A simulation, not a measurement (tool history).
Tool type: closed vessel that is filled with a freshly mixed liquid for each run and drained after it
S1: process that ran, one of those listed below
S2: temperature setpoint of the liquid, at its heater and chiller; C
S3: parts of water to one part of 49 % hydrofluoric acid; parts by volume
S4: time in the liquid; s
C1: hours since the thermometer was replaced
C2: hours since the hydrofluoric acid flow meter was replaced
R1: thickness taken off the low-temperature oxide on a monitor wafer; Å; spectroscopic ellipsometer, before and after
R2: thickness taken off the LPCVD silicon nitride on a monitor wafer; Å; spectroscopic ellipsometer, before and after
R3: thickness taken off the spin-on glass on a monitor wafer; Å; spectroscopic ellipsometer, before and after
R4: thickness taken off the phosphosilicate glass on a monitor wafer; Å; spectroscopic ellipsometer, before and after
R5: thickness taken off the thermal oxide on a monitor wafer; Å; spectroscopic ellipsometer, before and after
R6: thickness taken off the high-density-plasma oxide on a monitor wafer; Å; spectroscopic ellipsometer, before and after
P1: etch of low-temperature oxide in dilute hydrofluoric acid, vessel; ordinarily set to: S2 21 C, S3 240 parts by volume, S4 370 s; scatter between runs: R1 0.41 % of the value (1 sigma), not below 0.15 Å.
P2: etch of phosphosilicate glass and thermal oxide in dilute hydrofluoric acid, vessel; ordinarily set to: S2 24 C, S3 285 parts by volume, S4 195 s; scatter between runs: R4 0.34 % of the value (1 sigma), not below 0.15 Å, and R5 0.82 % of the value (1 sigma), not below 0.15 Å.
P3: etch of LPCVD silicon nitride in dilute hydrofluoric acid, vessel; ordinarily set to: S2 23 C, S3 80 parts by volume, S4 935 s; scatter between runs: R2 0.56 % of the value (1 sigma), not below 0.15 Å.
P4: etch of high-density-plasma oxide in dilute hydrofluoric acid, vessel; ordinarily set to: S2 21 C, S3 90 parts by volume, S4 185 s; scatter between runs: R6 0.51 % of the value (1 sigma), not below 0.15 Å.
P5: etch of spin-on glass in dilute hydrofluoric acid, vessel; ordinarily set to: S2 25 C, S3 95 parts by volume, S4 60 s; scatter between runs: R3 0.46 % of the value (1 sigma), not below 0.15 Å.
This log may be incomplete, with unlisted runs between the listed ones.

| run | hour | S1 | S2 | S3 | S4 | C1 | C2 | R1 | R2 | R3 | R4 | R5 | R6 |
|---|---|---|---|---|---|---|---|---|---|---|---|---|---|
| 1 | 4.2 | P1 | 21 | 240 | 370 | 1655.7 | 454.4 | 235.63 |  |  |  |  |  |
| 2 | 10.4 | P1 | 21 | 240 | 170 | 1661.9 | 460.6 | 107.6 |  |  |  |  |  |
| 3 | 13.4 | P3 | 23 | 80 | 360 | 1664.9 | 463.6 |  | 21.665 |  |  |  |  |
| 4 | 16.7 | P5 | 25 | 95 | 30 | 1668.2 | 466.9 |  |  | 197.11 |  |  |  |
| 5 | 19.7 | P2 | 24 | 285 | 195 | 1671.2 | 469.9 |  |  |  | 525.52 | 26.482 |  |
| 6 | 23.1 | P1 | 21 | 240 | 370 | 1674.6 | 473.3 | 233.18 |  |  |  |  |  |
| 7 | 28.4 | P1 | 21 | 240 | 585 | 1679.9 | 478.6 | 369.84 |  |  |  |  |  |
| 8 | 32.5 | P1 | 21 | 400 | 55 | 1684 | 482.7 | 18.19 |  |  |  |  |  |
| 9 | 38.1 | P1 | 21 | 240 | 370 | 1689.6 | 488.3 | 235.06 |  |  |  |  |  |
| 10 | 42.7 | P4 | 17 | 90 | 185 | 1694.2 | 492.9 |  |  |  |  |  | 128.05 |
| 11 | 47.8 | P4 | 21 | 30 | 185 | 1699.3 | 498 |  |  |  |  |  | 486.54 |
| 12 | 54.3 | P3 | 17 | 80 | 935 | 1705.8 | 504.5 |  | 37.754 |  |  |  |  |
| 13 | 59.4 | P1 | 21 | 385 | 370 | 1710.9 | 509.6 | 128.62 |  |  |  |  |  |
| 14 | 65.7 | P5 | 25 | 95 | 60 | 1717.2 | 515.9 |  |  | 392.94 |  |  |  |
| 15 | 72.3 | P1 | 21 | 240 | 370 | 1723.8 | 522.5 | 235.88 |  |  |  |  |  |
| 16 | 78.6 | P5 | 25 | 165 | 60 | 1730.1 | 528.8 |  |  | 208.53 |  |  |  |
| 17 | 84.1 | P1 | 21 | 110 | 370 | 1735.6 | 534.3 | 588.23 |  |  |  |  |  |
| 18 | 89.3 | P1 | 21 | 240 | 370 | 1740.8 | 539.5 | 236.2 |  |  |  |  |  |
| 19 | 94.4 | P1 | 21 | 240 | 370 | 1745.9 | 544.6 | 236.08 |  |  |  |  |  |
| 20 | 99.7 | P1 | 17 | 240 | 370 | 1751.2 | 549.9 | 202.58 |  |  |  |  |  |
| 21 | 105.2 | P4 | 21 | 90 | 185 | 1756.7 | 555.4 |  |  |  |  |  | 150.03 |
| 22 | 108.6 | P1 | 21 | 240 | 370 | 1760.1 | 558.8 | 235.66 |  |  |  |  |  |
| 23 | 111.5 | P3 | 23 | 80 | 935 | 1763 | 561.7 |  | 56.82 |  |  |  |  |
| 24 | 117.9 | P2 | 17 | 285 | 195 | 1769.4 | 568.1 |  |  |  | 409.15 | 20.765 |  |
| 25 | 123.4 | P2 | 24 | 100 | 195 | 1774.9 | 573.6 |  |  |  | 1835.1 | 94.992 |  |
| 26 | 126.6 | P2 | 24 | 285 | 30 | 1778.1 | 576.8 |  |  |  | 81.441 | 4.0647 |  |
| 27 | 132.9 | P4 | 21 | 90 | 30 | 1784.4 | 583.1 |  |  |  |  |  | 24.537 |
| 28 | 137 | P5 | 18.5 | 95 | 60 | 1788.5 | 587.2 |  |  | 303.29 |  |  |  |
| 29 | 140.4 | P4 | 21 | 90 | 185 | 1791.9 | 590.6 |  |  |  |  |  | 150.69 |
| 30 | 144.2 | P3 | 23 | 115 | 935 | 1795.7 | 594.4 |  | 39.037 |  |  |  |  |
| 31 | 148.1 | P1 | 25.5 | 240 | 370 | 1799.6 | 598.3 | 276.38 |  |  |  |  |  |
| 32 | 151.8 | P1 | 21 | 240 | 370 | 1803.3 | 602 | 236.14 |  |  |  |  |  |
| 33 | 154.8 | P1 | 21 | 240 | 370 | 1806.3 | 605 | 231.25 |  |  |  |  |  |
| 34 | 158.2 | P1 | 21 | 240 | 370 | 1809.7 | 608.4 | 229.6 |  |  |  |  |  |
| 35 | 163.8 | P1 | 21 | 240 | 370 | 1815.3 | 614 | 227.99 |  |  |  |  |  |
| 36 | 169.3 | P1 | 21 | 240 | 370 | 1820.8 | 619.5 | 224.35 |  |  |  |  |  |
| 37 | 174.7 | P1 | 21 | 240 | 370 | 1826.2 | 624.9 | 224.16 |  |  |  |  |  |
| 38 | 180.5 | P1 | 21 | 240 | 370 | 1832 | 630.7 | 223.69 |  |  |  |  |  |
| 39 | 185 | P1 | 21 | 240 | 370 | 1836.5 | 635.2 | 223.14 |  |  |  |  |  |
| 40 | 188.2 | P1 | 21 | 240 | 370 | 1839.7 | 638.4 | 224.19 |  |  |  |  |  |

What P1 gives has crept off from where it sat before. The 2 causes that follow fit the log equally well, each at the size noted:
A: liquid colder than its thermometer reads (K) = 1.41
B: hydrofluoric acid flow below the setpoint (%) = 4.19
At approximately hour 151.8, the process output began to creep.

Question marks stand in for the results of the 4 check runs listed below, each run on one wafer. Under which run would the listed causes show clearly different results?
| check 1 | 191.4 | P2 | 17 | 285 | 195 |  |  |  |  |  | ? | ? |  |
| check 2 | 191.4 | P4 | 17 | 90 | 30 |  |  |  |  |  |  |  | ? |
| check 3 | 191.4 | P5 | 25 | 145 | 30 |  |  |  |  | ? |  |  |  |
| check 4 | 191.4 | P3 | 23 | 105 | 935 |  |  |  | ? |  |  |  |  |

How each check would come out, cause by cause:
| check | result | if A | if B |
|---|---|---|---|
| check 1 | R4 | 387.76 | 388.14 |
| check 1 | R5 | 19.636 | 19.655 |
| check 2 | R6 | 19.531 | 19.791 |
| check 3 | R3 | 115.05 | 115.48 |
| check 4 | R2 | 39.329 | 41.424 |
Per-check spread between the two closest causes, in the result where they differ most: check 1 0.1 %; check 2 1.32 %; check 3 0.37 %; check 4 5.19 %
Of the check runs offered, only check 4 discriminates between the causes; the rest would read about the same regardless of which cause applies.

Then check 4 was run and gave: R2 39.618 Å. Which cause is it?

Of the candidate causes, it is A: liquid colder than its thermometer reads (K).
